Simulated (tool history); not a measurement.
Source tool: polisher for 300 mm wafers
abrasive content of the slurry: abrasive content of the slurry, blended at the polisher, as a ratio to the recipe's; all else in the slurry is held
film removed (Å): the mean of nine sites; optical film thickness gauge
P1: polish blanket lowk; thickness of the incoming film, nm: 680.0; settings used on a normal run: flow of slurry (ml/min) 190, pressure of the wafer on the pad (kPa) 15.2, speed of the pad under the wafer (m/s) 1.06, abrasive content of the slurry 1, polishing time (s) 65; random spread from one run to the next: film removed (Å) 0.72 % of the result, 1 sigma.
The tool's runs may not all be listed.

run   hour  flow of slurry (ml/min)  pressure of the wafer on the pad (kPa)  speed of the pad under the wafer (m/s)  abrasive content of the slurry  polishing time (s)  wafers polished on this pad  hours since the slurry nozzle was cleaned  hours since the head pressure was calibrated  hours since the slurry blender was calibrated  hours since the conditioning disc was replaced  film removed (Å)
  1     10                      190                                    15.2                                    1.06                               1                  65                          427                                       62.9                                        1113.4                                          177.3                                            79.3            328.23
  2   21.9                      190                                    24.1                                    1.06                               1                  65                          523                                       74.8                                        1125.3                                          189.2                                            91.2            523.46
  3   34.5                      190                                    15.2                                    1.06                             0.5                  65                          625                                       87.4                                        1137.9                                          201.8                                           103.8            225.29
  4   48.7                      190                                    15.2                                    1.06                            1.25                  65                          739                                      101.6                                        1152.1                                            216                                             118            360.06
  5   62.7                      190                                    15.2                                    0.52                               1                  65                          851                                      115.6                                        1166.1                                            230                                             132            185.72
  6   75.5                      190                                     6.9                                    1.06                               1                  65                          954                                      128.4                                        1178.9                                          242.8                                           144.8             148.6
  7   85.1                      130                                    15.2                                    1.06                               1                  65                         1032                                        138                                        1188.5                                          252.4                                           154.4            311.14
  8   97.4                      190                                    15.2                                    1.06                               1                  38                         1131                                      150.3                                        1200.8                                          264.7                                           166.7            192.53
  9  110.8                      115                                    15.2                                    1.06                            1.45                  65                         1238                                      163.7                                        1214.2                                          278.1                                           180.1            349.07
 10  125.4                      190                                    15.2                                    1.06                               1                  65                         1356                                      178.3                                        1228.8                                          292.7                                           194.7            327.45
 11  136.2                      190                                    15.2                                    1.06                               1                  65                         1443                                      189.1                                        1239.6                                          303.5                                           205.5            326.42
 12  144.4                      190                                    15.2                                    1.06                               1                  98                         1509                                      197.3                                        1247.8                                          311.7                                           213.7            503.83
 13  156.8                      190                                    15.2                                    1.44                               1                  65                         1609                                      209.7                                        1260.2                                          324.1                                           226.1            421.75
 14  166.3                      190                                    15.2                                    1.06                               1                  65                         1685                                      219.2                                        1269.7                                          333.6                                           235.6            327.02
 15  178.5                      260                                    15.2                                    1.06                               1                  65                         1783                                      231.4                                        1281.9                                          345.8                                           247.8            339.92
 16  187.6                      190                                    15.2                                    1.36                               1                 102                         1856                                      240.5                                          1291                                          354.9                                           256.9            627.79
 17  195.7                      190                                    15.2                                    1.06                               1                  65                         1922                                      248.6                                        1299.1                                            363                                             265            328.03
 18  205.4                      190                                    15.2                                    1.06                               1                  65                         2000                                      258.3                                        1308.8                                          372.7                                           274.7             315.7
 19  213.4                      190                                    15.2                                    1.06                               1                  65                         2064                                      266.3                                        1316.8                                          380.7                                           282.7            311.46

Forecast run 20:
 20  225.6                      190                                    15.2                                    1.06                               1                  65                         2162                                      278.5                                          1329                                          392.9                                           294.9                 ?

{"run 20": {"film removed (Å)": 303.24}}
